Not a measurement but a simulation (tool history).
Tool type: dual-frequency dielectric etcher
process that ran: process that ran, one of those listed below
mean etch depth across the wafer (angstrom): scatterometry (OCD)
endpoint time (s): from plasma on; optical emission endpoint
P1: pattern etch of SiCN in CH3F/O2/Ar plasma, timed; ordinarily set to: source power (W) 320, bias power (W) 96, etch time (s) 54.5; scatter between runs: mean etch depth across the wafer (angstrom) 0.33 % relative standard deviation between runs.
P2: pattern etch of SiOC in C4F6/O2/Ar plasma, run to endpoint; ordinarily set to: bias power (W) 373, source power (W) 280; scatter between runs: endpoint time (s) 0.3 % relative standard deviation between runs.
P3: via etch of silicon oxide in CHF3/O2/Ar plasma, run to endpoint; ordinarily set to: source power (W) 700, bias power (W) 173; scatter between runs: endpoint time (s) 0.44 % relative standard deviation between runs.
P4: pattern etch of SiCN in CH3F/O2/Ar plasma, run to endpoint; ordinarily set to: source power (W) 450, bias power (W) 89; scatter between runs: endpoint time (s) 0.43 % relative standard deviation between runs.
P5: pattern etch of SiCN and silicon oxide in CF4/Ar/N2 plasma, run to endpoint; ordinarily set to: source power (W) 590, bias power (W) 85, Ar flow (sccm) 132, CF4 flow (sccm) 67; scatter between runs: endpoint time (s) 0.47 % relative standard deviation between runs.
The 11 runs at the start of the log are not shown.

run   hour  process that ran  source power (W)  bias power (W)  etch time (s)  Ar flow (sccm)  CF4 flow (sccm)  hours since the last wet clean  hours since the last source power generator calibration  hours since the last bias power generator calibration  mean etch depth across the wafer (angstrom)  endpoint time (s)
 12  164.2                P1               320              96             67                                                             73.6                                                   2597.8                                                   67.9                                       260.87
 13  176.6                P5               710              85                            132               67                              86                                                   2610.2                                                   80.3                                                          7.9106
 14    186                P4               450              89                                                                            95.4                                                   2619.6                                                   89.7                                                          23.713
 15  201.8                P3               700             173                                                                           111.2                                                   2635.4                                                  105.5                                                          323.24
 16  214.9                P1               430              96           54.5                                                            124.3                                                   2648.5                                                  118.6                                       234.74
 17  232.6                P1               320              96           35.5                                                              142                                                   2666.2                                                  136.3                                       137.92
 18  247.4                P5               590              85                            160               67                           156.8                                                     2681                                                  151.1                                                          9.5474
 19  255.4                P1               320              96           54.5                                                            164.8                                                     2689                                                  159.1                                       212.32
 20  264.5                P4               450              89                                                                           173.9                                                   2698.1                                                  168.2                                                          23.848
 21  274.6                P1               220              96           54.5                                                              184                                                   2708.2                                                  178.3                                       185.05
 22  283.4                P5               590              85                            132               67                           192.8                                                     2717                                                  187.1                                                          9.2298
 23  299.7                P4               450             105                                                                           209.1                                                   2733.3                                                  203.4                                                          22.318
 24  315.6                P1               320             116           41.5                                                              225                                                   2749.2                                                  219.3                                        173.9
 25  329.9                P1               320              96           54.5                                                            239.3                                                   2763.5                                                  233.6                                       212.91
 26  345.8                P1               320              96           54.5                                                            255.2                                                   2779.4                                                  249.5                                       210.87
 27  354.6                P2               350             373                                                                             264                                                   2788.2                                                  258.3                                                          9.7196
 28  369.3                P1               320              96           54.5                                                            278.7                                                   2802.9                                                    273                                       212.08
 29  387.7                P1               320              96           54.5                                                            297.1                                                   2821.3                                                  291.4                                       211.68
 30  396.7                P1               320             133           54.5                                                            306.1                                                   2830.3                                                  300.4                                        238.7
 31  405.7                P1               320              96           54.5                                                            315.1                                                   2839.3                                                  309.4                                       212.18
 32  423.5                P1               320              96           54.5                                                            332.9                                                   2857.1                                                  327.2                                       210.96
 33  439.6                P1               320              96           54.5                                                              349                                                   2873.2                                                  343.3                                       211.74
 34  448.1                P1               320              96           54.5                                                            357.5                                                   2881.7                                                  351.8                                       213.23

What does the tool deliver on the next run?
 35  465.2                P1               320              96           54.5                                                            374.6                                                   2898.8                                                  368.9                                            ?

{"run 35": {"mean etch depth across the wafer (angstrom)": 213.83}}
